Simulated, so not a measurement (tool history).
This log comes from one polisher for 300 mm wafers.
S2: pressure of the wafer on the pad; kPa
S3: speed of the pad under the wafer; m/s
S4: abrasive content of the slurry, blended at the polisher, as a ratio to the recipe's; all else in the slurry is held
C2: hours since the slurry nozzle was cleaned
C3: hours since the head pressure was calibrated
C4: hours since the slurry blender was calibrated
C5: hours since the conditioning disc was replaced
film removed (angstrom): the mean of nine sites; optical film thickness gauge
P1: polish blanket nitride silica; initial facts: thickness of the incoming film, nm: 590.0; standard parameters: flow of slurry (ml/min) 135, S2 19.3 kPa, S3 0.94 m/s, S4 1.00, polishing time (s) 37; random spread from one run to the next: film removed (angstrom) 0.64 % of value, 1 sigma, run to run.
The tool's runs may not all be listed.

run 1 hour=8.2 | flow_of_slurry_(ml/min)=135 S2=19.3 S3=0.94 S4=1.00 polishing_time_(s)=37 | wafers_polished_on_this_pad=440 C2=198.9 C3=805.2 C4=110.3 C5=101.2 | film_removed_(angstrom)=141.580
run 2 hour=15.4 | flow_of_slurry_(ml/min)=135 S2=19.3 S3=0.94 S4=1.00 polishing_time_(s)=18 | wafers_polished_on_this_pad=572 C2=206.1 C3=812.4 C4=117.5 C5=108.4 | film_removed_(angstrom)=68.753
run 3 hour=21.7 | flow_of_slurry_(ml/min)=135 S2=19.3 S3=0.94 S4=1.45 polishing_time_(s)=37 | wafers_polished_on_this_pad=687 C2=212.4 C3=818.7 C4=123.8 C5=114.7 | film_removed_(angstrom)=165.880
run 4 hour=32.1 | flow_of_slurry_(ml/min)=135 S2=19.3 S3=1.40 S4=1.00 polishing_time_(s)=37 | wafers_polished_on_this_pad=877 C2=222.8 C3=829.1 C4=134.2 C5=125.1 | film_removed_(angstrom)=196.450
run 5 hour=39.7 | flow_of_slurry_(ml/min)=80 S2=19.3 S3=0.94 S4=1.00 polishing_time_(s)=37 | wafers_polished_on_this_pad=1015 C2=230.4 C3=836.7 C4=141.8 C5=132.7 | film_removed_(angstrom)=125.590
run 6 hour=47.2 | flow_of_slurry_(ml/min)=135 S2=19.3 S3=0.94 S4=1.00 polishing_time_(s)=55 | wafers_polished_on_this_pad=1152 C2=237.9 C3=844.2 C4=149.3 C5=140.2 | film_removed_(angstrom)=210.460
run 7 hour=55.6 | flow_of_slurry_(ml/min)=135 S2=19.3 S3=0.94 S4=1.40 polishing_time_(s)=54 | wafers_polished_on_this_pad=1306 C2=246.3 C3=852.6 C4=157.7 C5=148.6 | film_removed_(angstrom)=239.120
run 8 hour=63.9 | flow_of_slurry_(ml/min)=205 S2=19.3 S3=0.94 S4=1.00 polishing_time_(s)=37 | wafers_polished_on_this_pad=1457 C2=254.6 C3=860.9 C4=166.0 C5=156.9 | film_removed_(angstrom)=152.610
run 9 hour=73.7 | flow_of_slurry_(ml/min)=135 S2=19.3 S3=0.42 S4=1.00 polishing_time_(s)=37 | wafers_polished_on_this_pad=1636 C2=264.4 C3=870.7 C4=175.8 C5=166.7 | film_removed_(angstrom)=74.312
run 10 hour=82.8 | flow_of_slurry_(ml/min)=135 S2=19.3 S3=0.94 S4=1.00 polishing_time_(s)=37 | wafers_polished_on_this_pad=1802 C2=273.5 C3=879.8 C4=184.9 C5=175.8 | film_removed_(angstrom)=142.600
run 11 hour=90.3 | flow_of_slurry_(ml/min)=135 S2=19.3 S3=0.94 S4=1.00 polishing_time_(s)=37 | wafers_polished_on_this_pad=1939 C2=281.0 C3=887.3 C4=192.4 C5=183.3 | film_removed_(angstrom)=142.190
run 12 hour=99.5 | flow_of_slurry_(ml/min)=135 S2=19.3 S3=0.94 S4=1.00 polishing_time_(s)=37 | wafers_polished_on_this_pad=2107 C2=290.2 C3=896.5 C4=201.6 C5=192.5 | film_removed_(angstrom)=142.240
run 13 hour=108.3 | flow_of_slurry_(ml/min)=135 S2=29.0 S3=0.94 S4=1.00 polishing_time_(s)=37 | wafers_polished_on_this_pad=2268 C2=299.0 C3=905.3 C4=210.4 C5=201.3 | film_removed_(angstrom)=212.090
-- hour=114.3 head pressure recalibrated
run 14 hour=117.7 | flow_of_slurry_(ml/min)=135 S2=19.3 S3=0.94 S4=0.55 polishing_time_(s)=37 | wafers_polished_on_this_pad=2439 C2=308.4 C3=3.4 C4=219.8 C5=210.7 | film_removed_(angstrom)=103.480
run 15 hour=128.4 | flow_of_slurry_(ml/min)=135 S2=9.0 S3=0.94 S4=1.00 polishing_time_(s)=37 | wafers_polished_on_this_pad=2635 C2=319.1 C3=14.1 C4=230.5 C5=221.4 | film_removed_(angstrom)=66.115
run 16 hour=136.8 | flow_of_slurry_(ml/min)=135 S2=19.3 S3=0.94 S4=1.00 polishing_time_(s)=37 | wafers_polished_on_this_pad=2788 C2=327.5 C3=22.5 C4=238.9 C5=229.8 | film_removed_(angstrom)=142.590
run 17 hour=145.5 | flow_of_slurry_(ml/min)=135 S2=19.3 S3=0.94 S4=1.00 polishing_time_(s)=37 | wafers_polished_on_this_pad=2947 C2=336.2 C3=31.2 C4=247.6 C5=238.5 | film_removed_(angstrom)=142.470
run 18 hour=152.4 | flow_of_slurry_(ml/min)=135 S2=19.3 S3=0.94 S4=1.00 polishing_time_(s)=37 | wafers_polished_on_this_pad=3073 C2=343.1 C3=38.1 C4=254.5 C5=245.4 | film_removed_(angstrom)=138.210
run 19 hour=159.2 | flow_of_slurry_(ml/min)=135 S2=19.3 S3=0.94 S4=1.00 polishing_time_(s)=37 | wafers_polished_on_this_pad=3197 C2=349.9 C3=44.9 C4=261.3 C5=252.2 | film_removed_(angstrom)=135.480
run 20 hour=169.2 | flow_of_slurry_(ml/min)=135 S2=19.3 S3=0.94 S4=1.00 polishing_time_(s)=37 | wafers_polished_on_this_pad=3380 C2=359.9 C3=54.9 C4=271.3 C5=262.2 | film_removed_(angstrom)=132.330
-- hour=171.1 slurry nozzle cleaned
run 21 hour=174.4 | flow_of_slurry_(ml/min)=135 S2=19.3 S3=0.94 S4=1.00 polishing_time_(s)=37 | wafers_polished_on_this_pad=3475 C2=3.3 C3=60.1 C4=276.5 C5=267.4 | film_removed_(angstrom)=133.580
run 22 hour=179.5 | flow_of_slurry_(ml/min)=135 S2=19.3 S3=0.94 S4=1.00 polishing_time_(s)=37 | wafers_polished_on_this_pad=3568 C2=8.4 C3=65.2 C4=281.6 C5=272.5 | film_removed_(angstrom)=132.370
run 23 hour=185.2 | flow_of_slurry_(ml/min)=135 S2=19.3 S3=0.94 S4=1.00 polishing_time_(s)=37 | wafers_polished_on_this_pad=3672 C2=14.1 C3=70.9 C4=287.3 C5=278.2 | film_removed_(angstrom)=130.690
-- hour=191.0 conditioning disc replaced and pad reconditioned
run 24 hour=192.8 | flow_of_slurry_(ml/min)=135 S2=19.3 S3=0.94 S4=1.00 polishing_time_(s)=37 | wafers_polished_on_this_pad=3810 C2=21.7 C3=78.5 C4=294.9 C5=1.9 | film_removed_(angstrom)=130.640
-- hour=196.1 worn pad replaced by a new one
run 25 hour=202.5 | flow_of_slurry_(ml/min)=135 S2=19.3 S3=0.94 S4=1.00 polishing_time_(s)=37 | wafers_polished_on_this_pad=118 C2=31.4 C3=88.2 C4=304.6 C5=11.6 | film_removed_(angstrom)=130.960
run 26 hour=207.9 | flow_of_slurry_(ml/min)=135 S2=19.3 S3=0.94 S4=1.00 polishing_time_(s)=37 | wafers_polished_on_this_pad=216 C2=36.8 C3=93.6 C4=310.0 C5=17.0 | film_removed_(angstrom)=130.120
run 27 hour=214.6 | flow_of_slurry_(ml/min)=135 S2=19.3 S3=0.94 S4=1.00 polishing_time_(s)=37 | wafers_polished_on_this_pad=339 C2=43.5 C3=100.3 C4=316.7 C5=23.7 | film_removed_(angstrom)=130.640

P1 no longer gives what it gave before; its output has crept away from where it was. The following 2 causes, each at its listed size, fit the log equally well:
A: head's pressure below its setpoint, % = 8.43
B: abrasive missing from the slurry, % = 16.8
At approximately hour 145.5, the process output began to creep.
Ruled out, with reasons:
removal rate lost through wear of the pad, %: was serviced at hour 196.1, once the creep was under way, yet the earlier output never came back
slurry flow missing at the pad, %: was serviced at hour 171.1, once the creep was under way, yet the earlier output never came back
time polished since the conditioner stopped cutting, s: was serviced at hour 191.0, once the creep was under way, yet the earlier output never came back

Which of the check runs below tells the causes apart, meaning the causes would give it clearly different results? Each run uses 3 wafers whose results are averaged, and each result is shown as a question mark.
run check 1 hour=221.3 | flow_of_slurry_(ml/min)=135 S2=19.3 S3=0.42 S4=1.00 polishing_time_(s)=52 | film_removed_(angstrom)=?
run check 2 hour=221.3 | flow_of_slurry_(ml/min)=80 S2=28.3 S3=0.94 S4=1.00 polishing_time_(s)=37 | film_removed_(angstrom)=?
run check 3 hour=221.3 | flow_of_slurry_(ml/min)=205 S2=19.3 S3=0.64 S4=1.00 polishing_time_(s)=37 | film_removed_(angstrom)=?
run check 4 hour=221.3 | flow_of_slurry_(ml/min)=135 S2=13.1 S3=0.94 S4=0.55 polishing_time_(s)=37 | film_removed_(angstrom)=?

What every check run would give for each of its results, assuming each possible cause in turn:
check=check_1 result=film_removed_(angstrom) if_A=96.288 if_B=96.313
check=check_2 result=film_removed_(angstrom) if_A=168.130 if_B=168.170
check=check_3 result=film_removed_(angstrom) if_A=102.570 if_B=102.600
check=check_4 result=film_removed_(angstrom) if_A=64.558 if_B=62.855
How far apart the two closest causes lie, in the result that separates them most: check 1 0.03 %; check 2 0.03 %; check 3 0.03 %; check 4 2.67 %
Check 4 distinguishes between the causes, while the remaining checks would return nearly the same result for all of them.

Check 4 was carried out, with these results: film removed (angstrom) 64.638. Which of the listed causes is responsible?

It was cause A: head's pressure below its setpoint, %.
